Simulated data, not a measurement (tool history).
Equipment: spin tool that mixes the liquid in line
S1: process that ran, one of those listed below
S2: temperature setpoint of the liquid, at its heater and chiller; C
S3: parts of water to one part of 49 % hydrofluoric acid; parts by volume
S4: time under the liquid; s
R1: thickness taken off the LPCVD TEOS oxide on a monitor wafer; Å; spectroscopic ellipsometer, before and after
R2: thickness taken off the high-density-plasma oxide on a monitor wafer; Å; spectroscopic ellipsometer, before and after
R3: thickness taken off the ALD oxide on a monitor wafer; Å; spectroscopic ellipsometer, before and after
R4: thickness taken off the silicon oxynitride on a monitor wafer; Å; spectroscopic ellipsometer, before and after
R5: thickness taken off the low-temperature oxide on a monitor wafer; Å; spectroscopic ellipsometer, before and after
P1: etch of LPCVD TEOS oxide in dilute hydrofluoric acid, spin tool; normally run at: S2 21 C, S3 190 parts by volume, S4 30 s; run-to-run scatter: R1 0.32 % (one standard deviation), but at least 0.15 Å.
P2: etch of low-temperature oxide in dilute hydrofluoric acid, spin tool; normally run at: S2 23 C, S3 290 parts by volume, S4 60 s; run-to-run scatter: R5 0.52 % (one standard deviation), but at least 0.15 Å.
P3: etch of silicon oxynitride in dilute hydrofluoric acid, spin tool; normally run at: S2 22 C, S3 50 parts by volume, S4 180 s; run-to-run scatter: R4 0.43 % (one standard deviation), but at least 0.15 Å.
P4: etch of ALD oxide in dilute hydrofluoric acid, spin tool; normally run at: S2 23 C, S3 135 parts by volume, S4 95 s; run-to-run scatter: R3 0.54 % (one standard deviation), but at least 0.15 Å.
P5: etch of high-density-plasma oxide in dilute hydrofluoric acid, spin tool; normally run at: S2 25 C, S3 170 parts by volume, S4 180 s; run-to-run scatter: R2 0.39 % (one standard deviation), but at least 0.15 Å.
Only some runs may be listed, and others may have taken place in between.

| run | hour | S1 | S2 | S3 | S4 | R1 | R2 | R3 | R4 | R5 |
|---|---|---|---|---|---|---|---|---|---|---|
| 1 | 8.5 | P1 | 21 | 190 | 30 | 71.814 |  |  |  |  |
| 2 | 21.2 | P5 | 25 | 300 | 180 |  | 33.907 |  |  |  |
| 3 | 30.7 | P4 | 17 | 135 | 95 |  |  | 133.73 |  |  |
| 4 | 36.6 | P1 | 25.5 | 190 | 30 | 84.768 |  |  |  |  |
| 5 | 43.6 | P1 | 17 | 190 | 30 | 61.334 |  |  |  |  |
| 6 | 55.9 | P1 | 21 | 190 | 30 | 71.541 |  |  |  |  |
| 7 | 62.1 | P3 | 22 | 50 | 180 |  |  |  | 146.34 |  |
| 8 | 75.2 | P5 | 25 | 170 | 180 |  | 68.941 |  |  |  |
| 9 | 81.1 | P3 | 17 | 50 | 180 |  |  |  | 113.64 |  |
| 10 | 89.1 | P2 | 23 | 290 | 90 |  |  |  |  | 73.988 |
| 11 | 97.3 | P1 | 21 | 190 | 30 | 72.047 |  |  |  |  |
| 12 | 104.9 | P4 | 23 | 135 | 155 |  |  | 275.45 |  |  |
| 13 | 117 | P3 | 22 | 50 | 15 |  |  |  | 12.36 |  |
| 14 | 125.8 | P2 | 31 | 290 | 60 |  |  |  |  | 65.092 |
| 15 | 137.8 | P1 | 21 | 190 | 30 | 71.909 |  |  |  |  |
| 16 | 150.7 | P1 | 21 | 190 | 15 | 35.588 |  |  |  |  |
| 17 | 161.7 | P1 | 21 | 190 | 30 | 72.522 |  |  |  |  |
| 18 | 168.2 | P1 | 29 | 190 | 60 | 193.14 |  |  |  |  |
| 19 | 175.4 | P2 | 23 | 290 | 60 |  |  |  |  | 50.217 |
| 20 | 181.4 | P3 | 22 | 30 | 180 |  |  |  | 249.14 |  |
| 21 | 193 | P5 | 25 | 170 | 15 |  | 5.5995 |  |  |  |
| 22 | 200.9 | P1 | 26 | 290 | 30 | 50.875 |  |  |  |  |
| 23 | 213.8 | P4 | 23 | 210 | 95 |  |  | 101.58 |  |  |
| 24 | 225.7 | P1 | 21 | 30 | 30 | 544.32 |  |  |  |  |
| 25 | 237.4 | P4 | 23 | 135 | 95 |  |  | 168.87 |  |  |
| 26 | 245.6 | P1 | 21 | 190 | 60 | 143.8 |  |  |  |  |
| 27 | 256.9 | P2 | 23 | 50 | 60 |  |  |  |  | 375.71 |
| 28 | 269.8 | P5 | 31 | 170 | 180 |  | 85.803 |  |  |  |
| 29 | 280.6 | P2 | 23 | 290 | 60 |  |  |  |  | 49.225 |
| 30 | 289.7 | P1 | 21 | 265 | 30 | 47.692 |  |  |  |  |
| 31 | 300.1 | P1 | 21 | 270 | 55 | 85.689 |  |  |  |  |
| 32 | 310.1 | P1 | 21 | 190 | 30 | 71.732 |  |  |  |  |
| 33 | 322.9 | P1 | 21 | 190 | 30 | 72.225 |  |  |  |  |
| 34 | 335.2 | P1 | 21 | 190 | 30 | 74.521 |  |  |  |  |
| 35 | 343.3 | P1 | 21 | 190 | 30 | 75.145 |  |  |  |  |
| 36 | 349.6 | P1 | 21 | 190 | 30 | 76.151 |  |  |  |  |
| 37 | 357.6 | P1 | 21 | 190 | 30 | 76.513 |  |  |  |  |
| 38 | 370.4 | P1 | 21 | 190 | 30 | 77.239 |  |  |  |  |
| 39 | 378.9 | P1 | 21 | 190 | 30 | 77.51 |  |  |  |  |
| 40 | 385.3 | P1 | 21 | 190 | 30 | 77.248 |  |  |  |  |
| 41 | 395.4 | P1 | 21 | 190 | 30 | 77.83 |  |  |  |  |
| 42 | 404.2 | P1 | 21 | 190 | 30 | 77.138 |  |  |  |  |
| 43 | 415.9 | P1 | 21 | 190 | 30 | 77.759 |  |  |  |  |

The log shows P1 creeping away from where it was. Any of the 2 causes listed here, at the size stated for it, fits the log just as well as the others:
A: liquid hotter than its thermometer reads (K) = 2.08
B: hydrofluoric acid flow above the setpoint (%) = 6.86
The drift started at roughly hour 322.9.

Which of the 4 check runs listed below, each an average over 3 wafers with its results shown as question marks, gives clearly different results under the different listed causes?
| check 1 | 427.6 | P5 | 30.5 | 170 | 15 |  | ? |  |  |  |
| check 2 | 427.6 | P2 | 30.5 | 70 | 60 |  |  |  |  | ? |
| check 3 | 427.6 | P3 | 22 | 50 | 25 |  |  |  | ? |  |
| check 4 | 427.6 | P4 | 23 | 180 | 95 |  |  | ? |  |  |

What each check would give under each cause:
| check | result | if A | if B |
|---|---|---|---|
| check 1 | R2 | 7.508 | 7.5693 |
| check 2 | R5 | 381.15 | 378.87 |
| check 3 | R4 | 22.556 | 21.814 |
| check 4 | R3 | 130.74 | 130.88 |
Per check, the gap between the least separated pair of causes, taken in the result that splits them most: check 1 0.81 %; check 2 0.6 %; check 3 3.35 %; check 4 0.1 %
Check 3 distinguishes between the causes, while the remaining checks would return nearly the same result for all of them.

Here is what check 3 returned: R4 22.533 Å. Which cause is it?

It was cause A: liquid hotter than its thermometer reads (K).
